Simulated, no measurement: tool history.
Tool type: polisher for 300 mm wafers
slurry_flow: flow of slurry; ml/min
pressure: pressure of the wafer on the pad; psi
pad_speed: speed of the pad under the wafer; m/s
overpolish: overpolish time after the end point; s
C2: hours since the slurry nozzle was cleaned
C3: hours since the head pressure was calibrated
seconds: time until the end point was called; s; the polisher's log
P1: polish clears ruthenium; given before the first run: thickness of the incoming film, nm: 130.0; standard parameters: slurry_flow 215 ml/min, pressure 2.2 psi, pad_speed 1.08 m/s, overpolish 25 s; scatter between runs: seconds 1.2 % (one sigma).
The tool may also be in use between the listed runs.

run 1 hour=7.7 | slurry_flow=215 pressure=2.2 pad_speed=1.08 overpolish=25 | wafers_polished_on_this_pad=573 C2=91.8 C3=114.1 | seconds=98.774
run 2 hour=20.0 | slurry_flow=215 pressure=2.2 pad_speed=1.08 overpolish=25 | wafers_polished_on_this_pad=672 C2=104.1 C3=126.4 | seconds=95.904
run 3 hour=28.4 | slurry_flow=215 pressure=2.2 pad_speed=1.08 overpolish=25 | wafers_polished_on_this_pad=739 C2=112.5 C3=134.8 | seconds=97.194
run 4 hour=35.0 | slurry_flow=215 pressure=3.5 pad_speed=1.08 overpolish=42 | wafers_polished_on_this_pad=792 C2=119.1 C3=141.4 | seconds=60.991
run 5 hour=46.3 | slurry_flow=135 pressure=2.2 pad_speed=1.08 overpolish=25 | wafers_polished_on_this_pad=883 C2=130.4 C3=152.7 | seconds=104.270
run 6 hour=53.6 | slurry_flow=215 pressure=2.2 pad_speed=1.08 overpolish=25 | wafers_polished_on_this_pad=941 C2=137.7 C3=160.0 | seconds=97.514
run 7 hour=63.5 | slurry_flow=215 pressure=2.2 pad_speed=1.08 overpolish=12 | wafers_polished_on_this_pad=1020 C2=147.6 C3=169.9 | seconds=96.847
run 8 hour=75.1 | slurry_flow=215 pressure=2.2 pad_speed=1.08 overpolish=25 | wafers_polished_on_this_pad=1113 C2=159.2 C3=181.5 | seconds=97.654
run 9 hour=88.2 | slurry_flow=215 pressure=2.2 pad_speed=1.62 overpolish=25 | wafers_polished_on_this_pad=1218 C2=172.3 C3=194.6 | seconds=64.554
run 10 hour=98.8 | slurry_flow=215 pressure=3.0 pad_speed=1.08 overpolish=25 | wafers_polished_on_this_pad=1303 C2=182.9 C3=205.2 | seconds=70.545
-- hour=105.0 slurry nozzle cleaned
run 11 hour=105.5 | slurry_flow=215 pressure=2.2 pad_speed=1.08 overpolish=43 | wafers_polished_on_this_pad=1357 C2=0.6 C3=211.9 | seconds=97.214
run 12 hour=114.0 | slurry_flow=305 pressure=2.2 pad_speed=1.08 overpolish=25 | wafers_polished_on_this_pad=1425 C2=9.1 C3=220.4 | seconds=92.916
run 13 hour=127.8 | slurry_flow=215 pressure=1.2 pad_speed=1.08 overpolish=25 | wafers_polished_on_this_pad=1536 C2=22.9 C3=234.2 | seconds=176.200
run 14 hour=137.6 | slurry_flow=215 pressure=2.2 pad_speed=0.50 overpolish=25 | wafers_polished_on_this_pad=1614 C2=32.7 C3=244.0 | seconds=208.470
run 15 hour=146.7 | slurry_flow=215 pressure=2.2 pad_speed=1.08 overpolish=25 | wafers_polished_on_this_pad=1687 C2=41.8 C3=253.1 | seconds=97.182

Forecast run 16:
run 16 hour=161.4 | slurry_flow=215 pressure=2.2 pad_speed=1.08 overpolish=25 | wafers_polished_on_this_pad=1805 C2=56.5 C3=267.8 | seconds=?

Run 16 produced seconds 99.878 s.
